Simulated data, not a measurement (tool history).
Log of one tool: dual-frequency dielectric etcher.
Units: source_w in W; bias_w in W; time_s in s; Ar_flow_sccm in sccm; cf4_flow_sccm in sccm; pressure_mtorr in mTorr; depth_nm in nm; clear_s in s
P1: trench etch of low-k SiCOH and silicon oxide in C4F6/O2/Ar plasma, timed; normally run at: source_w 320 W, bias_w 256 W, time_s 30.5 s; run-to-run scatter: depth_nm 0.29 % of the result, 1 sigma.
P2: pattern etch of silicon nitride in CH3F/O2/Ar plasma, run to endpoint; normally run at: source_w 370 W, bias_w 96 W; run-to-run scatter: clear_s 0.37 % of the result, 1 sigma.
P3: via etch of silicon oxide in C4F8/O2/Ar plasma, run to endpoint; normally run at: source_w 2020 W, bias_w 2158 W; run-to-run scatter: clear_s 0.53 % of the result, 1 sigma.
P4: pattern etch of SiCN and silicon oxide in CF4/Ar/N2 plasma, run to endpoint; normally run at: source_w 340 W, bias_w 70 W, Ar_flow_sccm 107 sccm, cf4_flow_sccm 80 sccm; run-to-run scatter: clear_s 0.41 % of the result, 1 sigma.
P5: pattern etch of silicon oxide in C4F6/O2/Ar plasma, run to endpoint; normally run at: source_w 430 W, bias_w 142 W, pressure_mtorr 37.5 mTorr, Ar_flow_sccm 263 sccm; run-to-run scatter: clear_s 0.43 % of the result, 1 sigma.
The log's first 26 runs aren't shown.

run   hour  process  source_w  bias_w  time_s  Ar_flow_sccm  cf4_flow_sccm  pressure_mtorr  hours since the last wet clean  hours since the last source power generator calibration  hours since the last bias power generator calibration  depth_nm  clear_s
 27  226.4       P3      2020    2158                                                                                488.0                                                    115.9                                                 2270.6            238.470
 28  237.7       P1       320     256    30.5                                                                        499.3                                                    127.2                                                 2281.9    99.561
 29  246.9       P4       340      70                    84             80                                           508.5                                                    136.4                                                 2291.1             13.046
 30  252.1       P5       430     142                   187                           37.5                           513.7                                                    141.6                                                 2296.3             15.502
 31  259.1       P1       320     188    30.5                                                                        520.7                                                    148.6                                                 2303.3    89.964
 32  264.6       P2       370      96                                                                                526.2                                                    154.1                                                 2308.8             45.570
 33  276.5       P1       320     256    30.5                                                                        538.1                                                    166.0                                                 2320.7    99.875
 34  287.0       P1       320     256    30.5                                                                        548.6                                                    176.5                                                 2331.2    98.842
 35  297.1       P1       320     256    30.5                                                                        558.7                                                    186.6                                                 2341.3    98.639
 36  307.1       P1       320     256    30.5                                                                        568.7                                                    196.6                                                 2351.3    98.235
     315.6  -- wet clean of the chamber
 37  315.7       P1       320     256    30.5                                                                          0.2                                                    205.2                                                 2359.9    98.256

Forecast run 38:
 38  325.1       P1       320     256    30.5                                                                          9.6                                                    214.6                                                 2369.3         ?

{"run 38": {"depth_nm": 98.3}}
